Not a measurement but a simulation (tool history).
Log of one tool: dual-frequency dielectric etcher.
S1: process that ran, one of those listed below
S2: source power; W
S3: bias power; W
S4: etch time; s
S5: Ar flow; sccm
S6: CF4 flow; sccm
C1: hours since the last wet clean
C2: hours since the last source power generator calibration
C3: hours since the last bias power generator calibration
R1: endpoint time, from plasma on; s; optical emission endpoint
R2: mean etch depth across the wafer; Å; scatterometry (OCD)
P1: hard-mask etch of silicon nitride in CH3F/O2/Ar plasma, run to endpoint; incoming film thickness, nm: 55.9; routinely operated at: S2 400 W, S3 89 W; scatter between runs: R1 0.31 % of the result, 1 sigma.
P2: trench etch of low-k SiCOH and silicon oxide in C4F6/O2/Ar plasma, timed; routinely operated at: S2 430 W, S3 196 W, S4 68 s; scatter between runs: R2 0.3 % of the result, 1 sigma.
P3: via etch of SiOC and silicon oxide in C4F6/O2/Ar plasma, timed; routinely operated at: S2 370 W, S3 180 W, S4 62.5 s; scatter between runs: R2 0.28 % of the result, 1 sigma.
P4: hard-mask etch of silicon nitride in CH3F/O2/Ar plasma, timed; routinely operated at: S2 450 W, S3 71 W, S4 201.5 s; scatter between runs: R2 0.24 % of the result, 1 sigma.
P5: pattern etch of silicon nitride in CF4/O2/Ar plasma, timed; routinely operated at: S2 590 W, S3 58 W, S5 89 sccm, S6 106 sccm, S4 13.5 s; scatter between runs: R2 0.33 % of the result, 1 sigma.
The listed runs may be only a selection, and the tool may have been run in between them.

run   hour  S1   S2   S3     S4  S5   S6     C1      C2      C3      R1      R2
  1    3.3  P1  400   89                    287  2434.2  2239.4   76.16
  2   10.6  P1  400   61                  294.3  2441.5  2246.7  87.364
  3   17.9  P1  560   89                  301.6  2448.8    2254  67.686
  4   24.7  P4  450   71  201.5           308.4  2455.6  2260.8          1438.9
  5   27.9  P1  400   89                  311.6  2458.8    2264  76.208
  6   31.3  P1  400   89                    315  2462.2  2267.4  76.476
      33.3  -- source power generator calibrated
  7   35.4  P4  290   71  201.5           319.1     2.2  2271.5          1215.7
  8   42.1  P5  590   58   18.5  89  106  325.8     8.9  2278.2          445.92
  9   46.8  P4  450   71  283.5           330.5    13.6  2282.9          2023.2
 10   53.5  P2  340  196     68           337.2    20.3  2289.6          2175.5
 11   60.6  P1  250   57                  344.3    27.4  2296.7  106.54
 12   64.1  P3  370  180   86.5           347.8    30.9  2300.2          936.69
 13   68.3  P5  590   58   13.5  89  106    352    35.1  2304.4          326.59
 14   72.4  P2  430  196     68           356.1    39.2  2308.5          2365.6
 15   76.3  P4  450   71  201.5             360    43.1  2312.4          1441.7
 16   81.8  P5  590   58   13.5  55  106  365.5    48.6  2317.9          342.07
 17   86.6  P2  430  159     68           370.3    53.4  2322.7          2224.4
 18   91.7  P5  590   58   13.5  89  106  375.4    58.5  2327.8          327.12
 19     95  P3  370  180   62.5           378.7    61.8  2331.1           680.1
 20  101.2  P1  400   89                  384.9      68  2337.3  76.478
 21  104.9  P1  290   89                  388.6    71.7    2341   86.45
 22  109.5  P5  590   40   13.5  89  106  393.2    76.3  2345.6          286.22
 23  115.2  P5  450   58   13.5  89  106  398.9      82  2351.3           259.1
 24  122.4  P4  450  101  201.5           406.1    89.2  2358.5          1630.3
 25  129.5  P1  400   89                  413.2    96.3  2365.6  76.646
 26  134.2  P3  520  180   62.5           417.9     101  2370.3          776.38
 27  140.5  P1  400  123                  424.2   107.3  2376.6  68.007
 28  146.1  P2  430  196   37.5           429.8   112.9  2382.2          1303.7
 29    150  P3  370  180   62.5           433.7   116.8  2386.1          680.75
 30  154.7  P5  590   58   13.5  89  139  438.4   121.5  2390.8          334.58
 31  161.2  P3  370  228   62.5           444.9     128  2397.3          736.05
 32  164.7  P1  400   89                  448.4   131.5  2400.8  76.367
 33  170.9  P1  400   89                  454.6   137.7    2407  76.542
 34  176.9  P1  400   89                  460.6   143.7    2413  77.039
 35  181.4  P1  400   89                  465.1   148.2  2417.5  77.358
 36  185.2  P1  400   89                  468.9     152  2421.3  76.984
     187.5  -- wet clean of the chamber
 37  189.7  P1  400   89                    2.2   156.5  2425.8  77.789
 38    197  P1  400   89                    9.5   163.8  2433.1  78.104
 39  200.8  P1  400   89                   13.3   167.6  2436.9   77.51
 40  207.7  P1  400   89                   20.2   174.5  2443.8  77.242
 41  214.3  P1  400   89                   26.8   181.1  2450.4  77.323

Compared with where it was, what P1 gives has crept away. Each cause listed below fits the log as well as the rest, at the size given for it:
A: bias power that arrives under what is set, % = 4.26
B: source power that arrives under what is set, % = 4.07
The creep began at about hour 164.7.
Each remaining cause and why it is not a fit:
chamber walls in a state that lowers the etch rate, %: work on it at hour 187.5, done after the drift set in, did not restore what the process gave before

Each of the check runs listed below is run on 2 wafers and reports their average, with the results left as question marks. Pick the one under which the possible causes would lead to clearly different results.
check 1  220.9  P4  450   71  201.5                            ?
check 2  220.9  P2  430  196     68                            ?
check 3  220.9  P3  370  180   62.5                            ?
check 4  220.9  P5  590   58   13.5  89  106                   ?

Check results expected under each cause:
  check  result    if A    if B
check 1      R2  1415.3  1413.7
check 2      R2  2335.2  2329.9
check 3      R2  669.06   667.7
check 4      R2  321.12  314.75
Distance between the nearest two causes, measured in the result of the check that separates them most: check 1 0.11 %; check 2 0.23 %; check 3 0.2 %; check 4 2 %
Check 4 tells the causes apart: in the others they would give nearly the same result.

Check 4 has now been run. It gave: R2 321.62 Å. Which of the candidate causes is it?

It was cause A: bias power that arrives under what is set, %.
